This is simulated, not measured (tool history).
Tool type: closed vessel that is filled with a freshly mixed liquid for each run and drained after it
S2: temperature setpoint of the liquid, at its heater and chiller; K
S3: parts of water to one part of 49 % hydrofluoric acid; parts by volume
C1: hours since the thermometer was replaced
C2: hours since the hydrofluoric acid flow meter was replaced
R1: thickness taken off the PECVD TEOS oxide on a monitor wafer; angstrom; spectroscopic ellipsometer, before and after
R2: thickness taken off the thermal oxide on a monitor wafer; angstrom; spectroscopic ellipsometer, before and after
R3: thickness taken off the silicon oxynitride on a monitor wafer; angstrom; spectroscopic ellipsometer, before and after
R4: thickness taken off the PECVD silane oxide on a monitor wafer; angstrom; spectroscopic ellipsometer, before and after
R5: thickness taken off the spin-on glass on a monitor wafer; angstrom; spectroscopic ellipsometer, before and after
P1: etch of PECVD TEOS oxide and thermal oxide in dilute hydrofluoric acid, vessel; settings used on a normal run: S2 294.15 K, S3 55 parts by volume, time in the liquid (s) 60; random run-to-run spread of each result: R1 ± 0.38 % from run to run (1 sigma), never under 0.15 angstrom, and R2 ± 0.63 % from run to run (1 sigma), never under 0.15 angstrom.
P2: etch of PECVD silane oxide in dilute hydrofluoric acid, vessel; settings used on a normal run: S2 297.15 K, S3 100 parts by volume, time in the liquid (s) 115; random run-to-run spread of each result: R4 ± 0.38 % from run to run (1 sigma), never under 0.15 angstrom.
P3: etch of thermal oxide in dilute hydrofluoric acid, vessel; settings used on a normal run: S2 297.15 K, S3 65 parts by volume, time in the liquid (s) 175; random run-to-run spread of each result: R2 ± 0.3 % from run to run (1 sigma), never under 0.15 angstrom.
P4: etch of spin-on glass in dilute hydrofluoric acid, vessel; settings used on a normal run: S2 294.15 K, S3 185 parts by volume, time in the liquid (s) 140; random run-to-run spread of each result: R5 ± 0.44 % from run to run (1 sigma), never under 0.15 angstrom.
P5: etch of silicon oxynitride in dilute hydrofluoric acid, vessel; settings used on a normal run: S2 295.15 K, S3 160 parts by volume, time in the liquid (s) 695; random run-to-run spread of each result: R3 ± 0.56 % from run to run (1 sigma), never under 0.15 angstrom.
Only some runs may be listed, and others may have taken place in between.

Run 1, hour 5.1: process that ran P1, S2 294.15 K, S3 55 parts by volume, time in the liquid (s) 60; C1 1553.2; C2 187.8. Result: R1 208.770 angstrom, R2 46.124 angstrom.
Run 2, hour 10.5: process that ran P1, S2 294.15 K, S3 55 parts by volume, time in the liquid (s) 105; C1 1558.6; C2 193.2. Result: R1 365.980 angstrom, R2 80.207 angstrom.
Run 3, hour 14.9: process that ran P5, S2 295.15 K, S3 160 parts by volume, time in the liquid (s) 695; C1 1563.0; C2 197.6. Result: R3 128.600 angstrom.
Run 4, hour 22.3: process that ran P3, S2 297.15 K, S3 65 parts by volume, time in the liquid (s) 175; C1 1570.4; C2 205.0. Result: R2 130.120 angstrom.
Run 5, hour 27.7: process that ran P5, S2 295.15 K, S3 160 parts by volume, time in the liquid (s) 695; C1 1575.8; C2 210.4. Result: R3 129.070 angstrom.
Run 6, hour 34.3: process that ran P3, S2 290.15 K, S3 65 parts by volume, time in the liquid (s) 175; C1 1582.4; C2 217.0. Result: R2 97.108 angstrom.
Run 7, hour 42.4: process that ran P1, S2 294.15 K, S3 30 parts by volume, time in the liquid (s) 60; C1 1590.5; C2 225.1. Result: R1 396.470 angstrom, R2 87.836 angstrom.
Run 8, hour 49.7: process that ran P2, S2 304.15 K, S3 100 parts by volume, time in the liquid (s) 115; C1 1597.8; C2 232.4. Result: R4 414.11 angstrom.
Run 9, hour 57.9: process that ran P4, S2 294.15 K, S3 185 parts by volume, time in the liquid (s) 65; C1 1606.0; C2 240.6. Result: R5 103.14 angstrom.
Run 10, hour 63.9: process that ran P1, S2 298.15 K, S3 55 parts by volume, time in the liquid (s) 60; C1 1612.0; C2 246.6. Result: R1 247.950 angstrom, R2 54.342 angstrom.
Run 11, hour 71.0: process that ran P3, S2 297.15 K, S3 65 parts by volume, time in the liquid (s) 35; C1 1619.1; C2 253.7. Result: R2 25.973 angstrom.
Run 12, hour 78.1: process that ran P2, S2 297.15 K, S3 55 parts by volume, time in the liquid (s) 115; C1 1626.2; C2 260.8. Result: R4 607.28 angstrom.
Run 13, hour 87.0: process that ran P1, S2 294.15 K, S3 55 parts by volume, time in the liquid (s) 60; C1 1635.1; C2 269.7. Result: R1 210.040 angstrom, R2 46.151 angstrom.
Run 14, hour 95.6: process that ran P2, S2 297.15 K, S3 100 parts by volume, time in the liquid (s) 115; C1 1643.7; C2 278.3. Result: R4 315.22 angstrom.
Run 15, hour 104.5: process that ran P1, S2 294.15 K, S3 75 parts by volume, time in the liquid (s) 30; C1 1652.6; C2 287.2. Result: R1 74.444 angstrom, R2 16.297 angstrom.
Run 16, hour 112.9: process that ran P4, S2 294.15 K, S3 185 parts by volume, time in the liquid (s) 140; C1 1661.0; C2 295.6. Result: R5 223.75 angstrom.
Run 17, hour 120.7: process that ran P4, S2 294.15 K, S3 325 parts by volume, time in the liquid (s) 140; C1 1668.8; C2 303.4. Result: R5 111.24 angstrom.
Run 18, hour 128.5: process that ran P4, S2 301.15 K, S3 185 parts by volume, time in the liquid (s) 140; C1 1676.6; C2 311.2. Result: R5 291.97 angstrom.
Run 19, hour 135.5: process that ran P1, S2 294.15 K, S3 55 parts by volume, time in the liquid (s) 60; C1 1683.6; C2 318.2. Result: R1 210.030 angstrom, R2 46.551 angstrom.
Run 20, hour 142.3: process that ran P1, S2 290.15 K, S3 20 parts by volume, time in the liquid (s) 60; C1 1690.4; C2 325.0. Result: R1 503.360 angstrom, R2 111.520 angstrom.
Run 21, hour 148.2: process that ran P4, S2 294.15 K, S3 185 parts by volume, time in the liquid (s) 140; C1 1696.3; C2 330.9. Result: R5 223.80 angstrom.
Run 22, hour 154.3: process that ran P3, S2 297.15 K, S3 105 parts by volume, time in the liquid (s) 175; C1 1702.4; C2 337.0. Result: R2 76.808 angstrom.
Run 23, hour 159.8: process that ran P1, S2 290.15 K, S3 55 parts by volume, time in the liquid (s) 60; C1 1707.9; C2 342.5. Result: R1 178.080 angstrom, R2 38.838 angstrom.
Run 24, hour 167.5: process that ran P5, S2 295.15 K, S3 235 parts by volume, time in the liquid (s) 695; C1 1715.6; C2 350.2. Result: R3 83.221 angstrom.
Run 25, hour 175.8: process that ran P1, S2 294.15 K, S3 55 parts by volume, time in the liquid (s) 30; C1 1723.9; C2 358.5. Result: R1 105.150 angstrom, R2 23.153 angstrom.
Run 26, hour 182.1: process that ran P1, S2 294.15 K, S3 80 parts by volume, time in the liquid (s) 60; C1 1730.2; C2 364.8. Result: R1 138.780 angstrom, R2 30.598 angstrom.
Run 27, hour 189.5: process that ran P5, S2 303.15 K, S3 160 parts by volume, time in the liquid (s) 695; C1 1737.6; C2 372.2. Result: R3 184.540 angstrom.
Run 28, hour 195.8: process that ran P1, S2 294.15 K, S3 55 parts by volume, time in the liquid (s) 60; C1 1743.9; C2 378.5. Result: R1 208.820 angstrom, R2 46.369 angstrom.
Run 29, hour 200.7: process that ran P1, S2 290.65 K, S3 55 parts by volume, time in the liquid (s) 100; C1 1748.8; C2 383.4. Result: R1 302.490 angstrom, R2 65.735 angstrom.
Run 30, hour 208.9: process that ran P5, S2 295.15 K, S3 160 parts by volume, time in the liquid (s) 105; C1 1757.0; C2 391.6. Result: R3 19.681 angstrom.
Run 31, hour 217.9: process that ran P2, S2 297.15 K, S3 100 parts by volume, time in the liquid (s) 55; C1 1766.0; C2 400.6. Result: R4 151.84 angstrom.
Run 32, hour 223.7: process that ran P1, S2 294.15 K, S3 55 parts by volume, time in the liquid (s) 60; C1 1771.8; C2 406.4. Result: R1 208.170 angstrom, R2 45.962 angstrom.
Run 33, hour 233.1: process that ran P1, S2 294.15 K, S3 55 parts by volume, time in the liquid (s) 60; C1 1781.2; C2 415.8. Result: R1 216.600 angstrom, R2 47.977 angstrom.
Run 34, hour 241.9: process that ran P1, S2 294.15 K, S3 55 parts by volume, time in the liquid (s) 60; C1 1790.0; C2 424.6. Result: R1 221.510 angstrom, R2 48.505 angstrom.
Run 35, hour 247.4: process that ran P1, S2 294.15 K, S3 55 parts by volume, time in the liquid (s) 60; C1 1795.5; C2 430.1. Result: R1 220.000 angstrom, R2 48.560 angstrom.
Run 36, hour 253.6: process that ran P1, S2 294.15 K, S3 55 parts by volume, time in the liquid (s) 60; C1 1801.7; C2 436.3. Result: R1 221.610 angstrom, R2 49.490 angstrom.
Run 37, hour 259.6: process that ran P1, S2 294.15 K, S3 55 parts by volume, time in the liquid (s) 60; C1 1807.7; C2 442.3. Result: R1 226.170 angstrom, R2 49.720 angstrom.
Run 38, hour 266.0: process that ran P1, S2 294.15 K, S3 55 parts by volume, time in the liquid (s) 60; C1 1814.1; C2 448.7. Result: R1 225.340 angstrom, R2 49.822 angstrom.
Run 39, hour 271.7: process that ran P1, S2 294.15 K, S3 55 parts by volume, time in the liquid (s) 60; C1 1819.8; C2 454.4. Result: R1 225.940 angstrom, R2 49.624 angstrom.
Run 40, hour 280.6: process that ran P1, S2 294.15 K, S3 55 parts by volume, time in the liquid (s) 60; C1 1828.7; C2 463.3. Result: R1 226.060 angstrom, R2 50.169 angstrom.
Run 41, hour 285.1: process that ran P1, S2 294.15 K, S3 55 parts by volume, time in the liquid (s) 60; C1 1833.2; C2 467.8. Result: R1 225.690 angstrom, R2 50.001 angstrom.
Run 42, hour 294.2: process that ran P1, S2 294.15 K, S3 55 parts by volume, time in the liquid (s) 60; C1 1842.3; C2 476.9. Result: R1 226.350 angstrom, R2 50.380 angstrom.
Run 43, hour 302.4: process that ran P1, S2 294.15 K, S3 55 parts by volume, time in the liquid (s) 60; C1 1850.5; C2 485.1. Result: R1 227.410 angstrom, R2 49.678 angstrom.

P1 has crept away from where it was. The log is fitted equally well by each of these 2 causes, at the sizes shown:
A: hydrofluoric acid flow above the setpoint (%) = 7.81
B: liquid hotter than its thermometer reads (K) = 1.93
The onset of the drift is placed at about hour 223.7.

Which of the 4 check runs listed below separates the causes, so that each cause would produce a clearly different result? Each run uses one wafer, and its results are marked with question marks.
Run check 1, hour 310.6: process that ran P5, S2 299.15 K, S3 160 parts by volume, time in the liquid (s) 695. Result: R3 ?.
Run check 2, hour 310.6: process that ran P4, S2 300.65 K, S3 270 parts by volume, time in the liquid (s) 140. Result: R5 ?.
Run check 3, hour 310.6: process that ran P2, S2 304.15 K, S3 60 parts by volume, time in the liquid (s) 115. Result: R4 ?.
Run check 4, hour 310.6: process that ran P3, S2 297.15 K, S3 100 parts by volume, time in the liquid (s) 175. Result: R2 ?.

If the cause were each of the candidates in turn, the checks would give the following:
  check  result     if A     if B
check 1      R3  168.710  168.800
check 2      R5   195.44   189.31
check 3      R4   793.00   786.51
check 4      R2   88.062   87.334
Per-check spread between the two closest causes, in the result where they differ most: check 1 0.06 %; check 2 3.19 %; check 3 0.82 %; check 4 0.83 %
Check 2 is the one run that separates the causes; every other check would come out nearly the same whichever cause is at work.

With check 2 done, the readings were: R5 188.24 angstrom. Identify which of the listed causes applies.

It was cause B: liquid hotter than its thermometer reads (K).
